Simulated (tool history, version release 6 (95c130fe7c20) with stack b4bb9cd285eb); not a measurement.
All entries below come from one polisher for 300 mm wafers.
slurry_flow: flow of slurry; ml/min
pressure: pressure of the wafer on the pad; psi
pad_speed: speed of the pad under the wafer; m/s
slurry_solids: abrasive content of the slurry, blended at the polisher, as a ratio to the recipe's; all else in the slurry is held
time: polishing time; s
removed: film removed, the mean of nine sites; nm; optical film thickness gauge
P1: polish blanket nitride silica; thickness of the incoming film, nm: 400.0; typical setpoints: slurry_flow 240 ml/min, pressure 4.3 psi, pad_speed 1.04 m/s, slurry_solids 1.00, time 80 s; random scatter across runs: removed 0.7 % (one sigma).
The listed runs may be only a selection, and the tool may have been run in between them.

run   hour  slurry_flow  pressure  pad_speed  slurry_solids  time  wafers polished on this pad  hours since the slurry nozzle was cleaned  hours since the head pressure was calibrated  hours since the slurry blender was calibrated  hours since the conditioning disc was replaced  removed
  1    8.9          240       4.3       1.04           1.00    80                          375                                      167.4                                         446.0                                           80.6                                           194.7   72.313
  2   18.8          240       4.3       1.04           1.00    80                          435                                      177.3                                         455.9                                           90.5                                           204.6   72.305
  3   30.0          240       4.3       1.04           1.00   113                          503                                      188.5                                         467.1                                          101.7                                           215.8  103.350
  4   39.5          240       4.3       1.04           0.65    80                          560                                      198.0                                         476.6                                          111.2                                           225.3   57.886
  5   47.4          240       4.3       1.04           1.30    80                          608                                      205.9                                         484.5                                          119.1                                           233.2   81.394
  6   55.6          240       4.3       1.04           0.75    50                          658                                      214.1                                         492.7                                          127.3                                           241.4   39.548
  7   63.2          240       4.3       1.60           1.00    80                          704                                      221.7                                         500.3                                          134.9                                           249.0  102.650
  8   76.2          240       2.4       1.04           1.00    80                          782                                      234.7                                         513.3                                          147.9                                           262.0   40.539
  9   83.2          240       4.3       1.04           1.00    80                          825                                      241.7                                         520.3                                          154.9                                           269.0   72.101
 10   96.6          240       4.3       1.34           1.00   115                          906                                      255.1                                         533.7                                          168.3                                           282.4  127.280
 11  105.0          145       4.3       1.04           1.00    80                          957                                      263.5                                         542.1                                          176.7                                           290.8   67.304
 12  113.8          240       4.3       0.48           1.00    80                         1010                                      272.3                                         550.9                                          185.5                                           299.6   39.429
 13  125.1          240       6.4       1.04           1.00    80                         1078                                      283.6                                         562.2                                          196.8                                           310.9  108.360
 14  131.7          240       4.3       1.04           1.00    80                         1118                                      290.2                                         568.8                                          203.4                                           317.5   72.142
 15  142.6          240       4.3       1.04           1.00    37                         1184                                      301.1                                         579.7                                          214.3                                           328.4   33.419
 16  149.8          340       4.3       1.04           1.00    80                         1228                                      308.3                                         586.9                                          221.5                                           335.6   73.559
 17  162.3          240       4.3       1.04           1.00    80                         1304                                      320.8                                         599.4                                          234.0                                           348.1   71.511
 18  174.7          240       4.3       1.04           1.00    80                         1379                                      333.2                                         611.8                                          246.4                                           360.5   68.542
 19  184.7          240       4.3       1.04           1.00    80                         1439                                      343.2                                         621.8                                          256.4                                           370.5   67.102
 20  193.3          240       4.3       1.04           1.00    80                         1491                                      351.8                                         630.4                                          265.0                                           379.1   66.429
 21  201.7          240       4.3       1.04           1.00    80                         1542                                      360.2                                         638.8                                          273.4                                           387.5   65.582

Predict the results of run 22:
     206.8  -- conditioning disc replaced and pad reconditioned
 22  212.0          240       4.3       1.04           1.00    80                         1605                                      370.5                                         649.1                                          283.7                                             5.2        ?

Run 22 produced removed 63.913 nm.
